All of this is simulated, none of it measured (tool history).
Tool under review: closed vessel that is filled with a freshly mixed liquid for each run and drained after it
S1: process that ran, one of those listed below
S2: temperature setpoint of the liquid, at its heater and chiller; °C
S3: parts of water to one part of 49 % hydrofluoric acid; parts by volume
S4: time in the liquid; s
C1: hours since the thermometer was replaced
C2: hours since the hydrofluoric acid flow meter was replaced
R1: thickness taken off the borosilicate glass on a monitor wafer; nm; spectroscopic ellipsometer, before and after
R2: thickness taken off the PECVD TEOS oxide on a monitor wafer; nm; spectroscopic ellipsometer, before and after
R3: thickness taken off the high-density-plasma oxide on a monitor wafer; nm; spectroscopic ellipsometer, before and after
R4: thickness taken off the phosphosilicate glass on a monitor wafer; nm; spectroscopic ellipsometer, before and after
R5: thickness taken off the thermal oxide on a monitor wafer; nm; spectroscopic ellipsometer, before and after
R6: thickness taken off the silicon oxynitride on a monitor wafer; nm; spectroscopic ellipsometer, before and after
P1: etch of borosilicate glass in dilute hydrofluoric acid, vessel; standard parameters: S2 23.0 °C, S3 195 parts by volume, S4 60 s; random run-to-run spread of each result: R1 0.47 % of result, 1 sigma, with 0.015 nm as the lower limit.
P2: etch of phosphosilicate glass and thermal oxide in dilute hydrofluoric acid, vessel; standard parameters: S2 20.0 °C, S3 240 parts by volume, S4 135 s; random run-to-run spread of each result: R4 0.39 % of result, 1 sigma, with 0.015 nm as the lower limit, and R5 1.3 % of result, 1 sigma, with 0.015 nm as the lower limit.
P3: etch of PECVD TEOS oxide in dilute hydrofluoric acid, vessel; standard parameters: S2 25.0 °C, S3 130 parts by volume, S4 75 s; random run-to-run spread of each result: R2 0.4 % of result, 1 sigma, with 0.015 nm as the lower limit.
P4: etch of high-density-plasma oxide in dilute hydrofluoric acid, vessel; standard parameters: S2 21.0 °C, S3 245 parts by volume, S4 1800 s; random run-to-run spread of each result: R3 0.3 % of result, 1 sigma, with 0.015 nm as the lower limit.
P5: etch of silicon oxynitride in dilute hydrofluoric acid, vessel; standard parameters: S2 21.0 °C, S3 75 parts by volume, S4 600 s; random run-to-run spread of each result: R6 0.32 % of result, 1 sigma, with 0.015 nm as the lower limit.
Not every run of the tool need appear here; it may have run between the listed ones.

Run 1, hour 7.9: S1 P1, S2 23.0 °C, S3 195 parts by volume, S4 60 s; C1 1903.3; C2 683.9. Result: R1 8.5492 nm.
Run 2, hour 12.9: S1 P3, S2 17.5 °C, S3 130 parts by volume, S4 75 s; C1 1908.3; C2 688.9. Result: R2 8.6308 nm.
Run 3, hour 23.9: S1 P3, S2 25.0 °C, S3 130 parts by volume, S4 125 s; C1 1919.3; C2 699.9. Result: R2 19.4040 nm.
Run 4, hour 29.4: S1 P1, S2 23.0 °C, S3 195 parts by volume, S4 30 s; C1 1924.8; C2 705.4. Result: R1 4.3168 nm.
Run 5, hour 38.1: S1 P4, S2 25.5 °C, S3 245 parts by volume, S4 1800 s; C1 1933.5; C2 714.1. Result: R3 42.511 nm.
Run 6, hour 43.4: S1 P4, S2 21.0 °C, S3 245 parts by volume, S4 1800 s; C1 1938.8; C2 719.4. Result: R3 36.016 nm.
Run 7, hour 48.4: S1 P1, S2 23.0 °C, S3 195 parts by volume, S4 60 s; C1 1943.8; C2 724.4. Result: R1 8.5450 nm.
Run 8, hour 54.6: S1 P1, S2 18.0 °C, S3 195 parts by volume, S4 60 s; C1 1950.0; C2 730.6. Result: R1 7.0846 nm.
Run 9, hour 65.4: S1 P2, S2 20.0 °C, S3 100 parts by volume, S4 135 s; C1 1960.8; C2 741.4. Result: R4 71.559 nm, R5 5.0305 nm.
Run 10, hour 72.9: S1 P5, S2 21.0 °C, S3 75 parts by volume, S4 600 s; C1 1968.3; C2 748.9. Result: R6 34.167 nm.
Run 11, hour 77.7: S1 P2, S2 20.0 °C, S3 240 parts by volume, S4 240 s; C1 1973.1; C2 753.7. Result: R4 46.232 nm, R5 3.2255 nm.
Run 12, hour 87.1: S1 P1, S2 23.0 °C, S3 195 parts by volume, S4 60 s; C1 1982.5; C2 763.1. Result: R1 8.6007 nm.
Run 13, hour 94.6: S1 P1, S2 23.0 °C, S3 195 parts by volume, S4 95 s; C1 1990.0; C2 770.6. Result: R1 13.7800 nm.
Run 14, hour 103.4: S1 P1, S2 23.0 °C, S3 65 parts by volume, S4 60 s; C1 1998.8; C2 779.4. Result: R1 30.1170 nm.
Run 15, hour 108.3: S1 P1, S2 29.0 °C, S3 195 parts by volume, S4 60 s; C1 2003.7; C2 784.3. Result: R1 10.7740 nm.
Run 16, hour 114.6: S1 P2, S2 20.0 °C, S3 240 parts by volume, S4 135 s; C1 2010.0; C2 790.6. Result: R4 25.817 nm, R5 1.8310 nm.
Run 17, hour 125.0: S1 P1, S2 17.0 °C, S3 280 parts by volume, S4 60 s; C1 2020.4; C2 801.0. Result: R1 4.4134 nm.
Run 18, hour 131.5: S1 P3, S2 25.0 °C, S3 130 parts by volume, S4 75 s; C1 2026.9; C2 807.5. Result: R2 11.5620 nm.
Run 19, hour 140.1: S1 P5, S2 27.0 °C, S3 75 parts by volume, S4 600 s; C1 2035.5; C2 816.1. Result: R6 45.713 nm.
Run 20, hour 149.1: S1 P5, S2 21.0 °C, S3 75 parts by volume, S4 1170 s; C1 2044.5; C2 825.1. Result: R6 66.605 nm.
Run 21, hour 160.1: S1 P5, S2 21.0 °C, S3 35 parts by volume, S4 600 s; C1 2055.5; C2 836.1. Result: R6 75.297 nm.
Run 22, hour 170.0: S1 P3, S2 25.0 °C, S3 85 parts by volume, S4 75 s; C1 2065.4; C2 846.0. Result: R2 18.5860 nm.
Run 23, hour 175.4: S1 P1, S2 23.0 °C, S3 195 parts by volume, S4 60 s; C1 2070.8; C2 851.4. Result: R1 8.6346 nm.
Run 24, hour 185.4: S1 P4, S2 21.0 °C, S3 245 parts by volume, S4 2815 s; C1 2080.8; C2 861.4. Result: R3 56.580 nm.
Run 25, hour 191.4: S1 P4, S2 21.0 °C, S3 440 parts by volume, S4 1800 s; C1 2086.8; C2 867.4. Result: R3 16.901 nm.
Run 26, hour 202.1: S1 P1, S2 23.0 °C, S3 195 parts by volume, S4 60 s; C1 2097.5; C2 878.1. Result: R1 8.5656 nm.
Run 27, hour 207.8: S1 P1, S2 23.0 °C, S3 55 parts by volume, S4 105 s; C1 2103.2; C2 883.8. Result: R1 63.0640 nm.
Run 28, hour 213.9: S1 P2, S2 17.0 °C, S3 240 parts by volume, S4 135 s; C1 2109.3; C2 889.9. Result: R4 22.997 nm, R5 1.6259 nm.
Run 29, hour 221.7: S1 P1, S2 23.0 °C, S3 195 parts by volume, S4 60 s; C1 2117.1; C2 897.7. Result: R1 8.6104 nm.
Run 30, hour 227.2: S1 P1, S2 23.0 °C, S3 195 parts by volume, S4 60 s; C1 2122.6; C2 903.2. Result: R1 8.5922 nm.
Run 31, hour 237.0: S1 P1, S2 23.0 °C, S3 280 parts by volume, S4 60 s; C1 2132.4; C2 913.0. Result: R1 5.4512 nm.
Run 32, hour 243.7: S1 P1, S2 23.0 °C, S3 195 parts by volume, S4 60 s; C1 2139.1; C2 919.7. Result: R1 8.5364 nm.
Run 33, hour 254.4: S1 P1, S2 23.0 °C, S3 195 parts by volume, S4 60 s; C1 2149.8; C2 930.4. Result: R1 9.0353 nm.
Run 34, hour 262.3: S1 P1, S2 23.0 °C, S3 195 parts by volume, S4 60 s; C1 2157.7; C2 938.3. Result: R1 9.0978 nm.
Run 35, hour 272.1: S1 P1, S2 23.0 °C, S3 195 parts by volume, S4 60 s; C1 2167.5; C2 948.1. Result: R1 9.3067 nm.
Run 36, hour 281.0: S1 P1, S2 23.0 °C, S3 195 parts by volume, S4 60 s; C1 2176.4; C2 957.0. Result: R1 9.3325 nm.
Run 37, hour 292.0: S1 P1, S2 23.0 °C, S3 195 parts by volume, S4 60 s; C1 2187.4; C2 968.0. Result: R1 9.3278 nm.
Run 38, hour 298.8: S1 P1, S2 23.0 °C, S3 195 parts by volume, S4 60 s; C1 2194.2; C2 974.8. Result: R1 9.3458 nm.

Compared with where it was, what P1 gives has crept away. Each cause listed below fits the log as well as the rest, at the size given for it:
A: liquid hotter than its thermometer reads (K) = 2.33
B: hydrofluoric acid flow above the setpoint (%) = 7.42
The process output started creeping at around hour 243.7.

Consider the 4 single-wafer check runs listed below, results given as question marks: which one distinguishes between the causes by giving clearly different results for each?
Run check 1, hour 305.6: S1 P5, S2 21.0 °C, S3 75 parts by volume, S4 600 s. Result: R6 ?.
Run check 2, hour 305.6: S1 P4, S2 21.0 °C, S3 245 parts by volume, S4 1800 s. Result: R3 ?.
Run check 3, hour 305.6: S1 P2, S2 20.0 °C, S3 240 parts by volume, S4 135 s. Result: R4 ?, R5 ?.
Run check 4, hour 305.6: S1 P3, S2 25.0 °C, S3 130 parts by volume, S4 75 s. Result: R2 ?.

Outcome of each check run for each possible cause:
  check  result     if A     if B
check 1      R6   38.318   36.888
check 2      R3   39.316   39.411
check 3      R4   28.155   28.171
check 3      R5   1.9632   1.9643
check 4      R2  12.6220  12.5460
Smallest distance between any two causes, each pair judged by its most separating result, in per cent: check 1 3.8 %; check 2 0.24 %; check 3 0.06 %; check 4 0.6 %
The other checks would show nearly matching results whichever cause is true, so check 1 is the only one that separates the causes.

Running check 1 produced the following: R6 36.980 nm. Which one of the listed causes fits?

B is the cause: hydrofluoric acid flow above the setpoint (%).

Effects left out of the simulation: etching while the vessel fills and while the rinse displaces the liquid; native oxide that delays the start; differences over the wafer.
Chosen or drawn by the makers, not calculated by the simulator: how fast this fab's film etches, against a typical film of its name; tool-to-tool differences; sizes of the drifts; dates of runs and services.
